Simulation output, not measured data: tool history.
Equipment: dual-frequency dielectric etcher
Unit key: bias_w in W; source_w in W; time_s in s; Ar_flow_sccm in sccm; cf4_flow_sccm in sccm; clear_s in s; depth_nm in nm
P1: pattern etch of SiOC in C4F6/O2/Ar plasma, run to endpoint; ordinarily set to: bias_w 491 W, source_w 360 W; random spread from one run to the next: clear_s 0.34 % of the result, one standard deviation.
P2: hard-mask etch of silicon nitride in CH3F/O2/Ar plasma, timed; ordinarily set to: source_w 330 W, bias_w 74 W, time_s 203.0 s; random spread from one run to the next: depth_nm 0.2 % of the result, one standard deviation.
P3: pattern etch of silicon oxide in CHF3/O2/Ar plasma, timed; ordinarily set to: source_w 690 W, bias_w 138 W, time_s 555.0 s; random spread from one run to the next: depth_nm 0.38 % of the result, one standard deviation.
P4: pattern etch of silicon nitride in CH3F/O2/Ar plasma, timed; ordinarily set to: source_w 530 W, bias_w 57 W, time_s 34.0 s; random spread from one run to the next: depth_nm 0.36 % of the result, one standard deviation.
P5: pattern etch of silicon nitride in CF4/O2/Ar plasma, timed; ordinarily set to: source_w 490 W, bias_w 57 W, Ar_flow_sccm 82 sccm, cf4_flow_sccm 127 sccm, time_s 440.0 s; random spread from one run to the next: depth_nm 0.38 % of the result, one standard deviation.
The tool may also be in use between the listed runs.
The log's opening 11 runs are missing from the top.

run 12 hour=77.7 | process=P4 bias_w=57 source_w=370 time_s=34.0 | depth_nm=21.587
run 13 hour=85.0 | process=P5 bias_w=39 source_w=490 time_s=440.0 Ar_flow_sccm=82 cf4_flow_sccm=127 | depth_nm=804.470
run 14 hour=93.8 | process=P5 bias_w=57 source_w=490 time_s=440.0 Ar_flow_sccm=107 cf4_flow_sccm=127 | depth_nm=892.040
run 15 hour=102.0 | process=P4 bias_w=57 source_w=530 time_s=34.0 | depth_nm=24.983
run 16 hour=107.2 | process=P2 bias_w=74 source_w=330 time_s=113.5 | depth_nm=73.236
run 17 hour=112.8 | process=P1 bias_w=491 source_w=250 | clear_s=12.4950
run 18 hour=120.2 | process=P5 bias_w=57 source_w=610 time_s=440.0 Ar_flow_sccm=82 cf4_flow_sccm=127 | depth_nm=1119.000
run 19 hour=125.3 | process=P5 bias_w=57 source_w=490 time_s=440.0 Ar_flow_sccm=82 cf4_flow_sccm=160 | depth_nm=942.410
run 20 hour=132.5 | process=P1 bias_w=348 source_w=360 | clear_s=12.2530
run 21 hour=141.2 | process=P1 bias_w=491 source_w=360 | clear_s=10.8840
run 22 hour=146.0 | process=P5 bias_w=57 source_w=490 time_s=440.0 Ar_flow_sccm=82 cf4_flow_sccm=127 | depth_nm=920.310
run 23 hour=150.1 | process=P2 bias_w=95 source_w=330 time_s=203.0 | depth_nm=143.780
run 24 hour=154.4 | process=P2 bias_w=74 source_w=330 time_s=203.0 | depth_nm=130.950
run 25 hour=158.3 | process=P1 bias_w=696 source_w=360 | clear_s=9.4760
run 26 hour=164.6 | process=P3 bias_w=138 source_w=690 time_s=312.5 | depth_nm=615.240
-- hour=167.7 source power generator calibrated
run 27 hour=173.4 | process=P3 bias_w=138 source_w=690 time_s=555.0 | depth_nm=1085.600
run 28 hour=179.6 | process=P4 bias_w=71 source_w=530 time_s=34.0 | depth_nm=26.816
run 29 hour=186.4 | process=P5 bias_w=57 source_w=490 time_s=632.5 Ar_flow_sccm=82 cf4_flow_sccm=127 | depth_nm=1330.400
run 30 hour=194.7 | process=P1 bias_w=491 source_w=360 | clear_s=10.8430
run 31 hour=199.9 | process=P1 bias_w=491 source_w=360 | clear_s=10.7680
run 32 hour=206.5 | process=P1 bias_w=491 source_w=360 | clear_s=10.6440
run 33 hour=214.0 | process=P1 bias_w=491 source_w=360 | clear_s=10.6890

Run 34 comes next. What will it give?
-- hour=214.9 wet clean of the chamber
run 34 hour=220.2 | process=P1 bias_w=491 source_w=360 | clear_s=?

{"run 34": {"clear_s": 10.671}}

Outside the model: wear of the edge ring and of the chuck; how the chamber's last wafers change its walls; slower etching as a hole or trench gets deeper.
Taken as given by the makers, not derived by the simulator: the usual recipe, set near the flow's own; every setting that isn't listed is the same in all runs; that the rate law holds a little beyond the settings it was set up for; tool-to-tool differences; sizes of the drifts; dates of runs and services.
